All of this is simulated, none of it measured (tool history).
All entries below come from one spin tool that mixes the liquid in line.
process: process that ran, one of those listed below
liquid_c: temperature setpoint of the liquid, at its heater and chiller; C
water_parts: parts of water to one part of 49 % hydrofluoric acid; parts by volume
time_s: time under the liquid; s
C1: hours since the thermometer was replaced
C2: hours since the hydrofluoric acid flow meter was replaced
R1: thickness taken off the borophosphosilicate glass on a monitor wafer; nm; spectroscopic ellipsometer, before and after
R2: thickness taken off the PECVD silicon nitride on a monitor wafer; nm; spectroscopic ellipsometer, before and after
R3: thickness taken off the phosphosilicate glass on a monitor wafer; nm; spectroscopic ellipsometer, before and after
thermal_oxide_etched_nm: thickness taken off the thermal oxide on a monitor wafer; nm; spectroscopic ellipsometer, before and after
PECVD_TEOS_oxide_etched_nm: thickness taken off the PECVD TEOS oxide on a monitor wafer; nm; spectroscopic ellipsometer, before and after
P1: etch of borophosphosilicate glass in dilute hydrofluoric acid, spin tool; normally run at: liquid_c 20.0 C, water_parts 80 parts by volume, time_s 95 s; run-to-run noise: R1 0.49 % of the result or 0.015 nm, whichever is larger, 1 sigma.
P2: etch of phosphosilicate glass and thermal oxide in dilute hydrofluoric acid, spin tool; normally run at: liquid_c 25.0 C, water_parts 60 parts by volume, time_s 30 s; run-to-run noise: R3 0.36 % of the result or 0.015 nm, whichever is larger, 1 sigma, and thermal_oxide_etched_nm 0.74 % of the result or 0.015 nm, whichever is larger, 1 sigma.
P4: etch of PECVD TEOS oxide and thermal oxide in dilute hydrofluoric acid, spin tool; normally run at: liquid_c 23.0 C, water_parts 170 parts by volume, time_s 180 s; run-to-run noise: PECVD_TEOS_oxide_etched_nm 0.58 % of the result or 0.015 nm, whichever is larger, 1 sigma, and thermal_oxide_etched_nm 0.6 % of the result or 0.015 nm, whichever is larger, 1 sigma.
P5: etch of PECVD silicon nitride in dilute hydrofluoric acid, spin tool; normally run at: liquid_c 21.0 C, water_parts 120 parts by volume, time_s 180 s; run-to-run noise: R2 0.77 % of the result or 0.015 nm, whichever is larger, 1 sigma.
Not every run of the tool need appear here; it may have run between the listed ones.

Run 1, day 0.321: process P1, liquid_c 20.0 C, water_parts 80 parts by volume, time_s 95 s; C1 569.3; C2 651.8. Result: R1 25.736 nm.
Run 2, day 0.692: process P1, liquid_c 20.0 C, water_parts 80 parts by volume, time_s 15 s; C1 578.2; C2 660.7. Result: R1 4.125 nm.
Run 3, day 1.117: process P5, liquid_c 21.0 C, water_parts 220 parts by volume, time_s 180 s; C1 588.4; C2 670.9. Result: R2 1.7382 nm.
Run 4, day 1.400: process P1, liquid_c 20.0 C, water_parts 80 parts by volume, time_s 95 s; C1 595.2; C2 677.7. Result: R1 25.922 nm.
Run 5, day 1.638: process P1, liquid_c 20.0 C, water_parts 80 parts by volume, time_s 95 s; C1 600.9; C2 683.4. Result: R1 25.622 nm.
Run 6, day 2.079: process P2, liquid_c 25.0 C, water_parts 60 parts by volume, time_s 30 s; C1 611.5; C2 694.0. Result: R3 43.966 nm, thermal_oxide_etched_nm 2.7281 nm.
Run 7, day 2.388: process P1, liquid_c 20.0 C, water_parts 80 parts by volume, time_s 95 s; C1 618.9; C2 701.4. Result: R1 25.898 nm.
Run 8, day 2.833: process P1, liquid_c 20.0 C, water_parts 130 parts by volume, time_s 95 s; C1 629.6; C2 712.1. Result: R1 15.043 nm.
Run 9, day 3.329: process P1, liquid_c 20.0 C, water_parts 35 parts by volume, time_s 165 s; C1 641.5; C2 724.0. Result: R1 107.960 nm.
Run 10, day 3.679: process P4, liquid_c 23.0 C, water_parts 170 parts by volume, time_s 85 s; C1 649.9; C2 732.4. Result: thermal_oxide_etched_nm 2.0150 nm, PECVD_TEOS_oxide_etched_nm 7.1917 nm.
Run 11, day 4.083: process P5, liquid_c 21.0 C, water_parts 120 parts by volume, time_s 180 s; C1 659.6; C2 742.1. Result: R2 3.1654 nm.
Run 12, day 4.579: process P4, liquid_c 23.0 C, water_parts 170 parts by volume, time_s 180 s; C1 671.5; C2 754.0. Result: thermal_oxide_etched_nm 4.2733 nm, PECVD_TEOS_oxide_etched_nm 15.4430 nm.
Run 13, day 4.888: process P4, liquid_c 23.0 C, water_parts 80 parts by volume, time_s 180 s; C1 678.9; C2 761.4. Result: thermal_oxide_etched_nm 10.0040 nm, PECVD_TEOS_oxide_etched_nm 36.5000 nm.
Run 14, day 5.158: process P1, liquid_c 20.0 C, water_parts 40 parts by volume, time_s 95 s; C1 685.4; C2 767.9. Result: R1 54.096 nm.
Run 15, day 5.600: process P1, liquid_c 27.5 C, water_parts 80 parts by volume, time_s 95 s; C1 696.0; C2 778.5. Result: R1 34.951 nm.
Run 16, day 6.112: process P4, liquid_c 23.0 C, water_parts 170 parts by volume, time_s 180 s; C1 708.3; C2 790.8. Result: thermal_oxide_etched_nm 4.2568 nm, PECVD_TEOS_oxide_etched_nm 15.5010 nm.
Run 17, day 6.575: process P2, liquid_c 25.0 C, water_parts 20 parts by volume, time_s 30 s; C1 719.4; C2 801.9. Result: R3 138.460 nm, thermal_oxide_etched_nm 8.7748 nm.
Run 18, day 7.104: process P5, liquid_c 17.0 C, water_parts 120 parts by volume, time_s 180 s; C1 732.1; C2 814.6. Result: R2 2.3668 nm.
At day 7.458: thermometer replaced.
Run 19, day 7.617: process P2, liquid_c 19.0 C, water_parts 60 parts by volume, time_s 30 s; C1 3.8; C2 826.9. Result: R3 34.393 nm, thermal_oxide_etched_nm 2.1393 nm.
Run 20, day 8.012: process P5, liquid_c 21.0 C, water_parts 120 parts by volume, time_s 15 s; C1 13.3; C2 836.4. Result: R2 0.2763 nm.

What does the tool deliver on the next run?
Run 21, day 8.396: process P1, liquid_c 17.0 C, water_parts 80 parts by volume, time_s 95 s; C1 22.5; C2 845.6. Result: R1 ?.

Run 21 yielded R1 22.990 nm.

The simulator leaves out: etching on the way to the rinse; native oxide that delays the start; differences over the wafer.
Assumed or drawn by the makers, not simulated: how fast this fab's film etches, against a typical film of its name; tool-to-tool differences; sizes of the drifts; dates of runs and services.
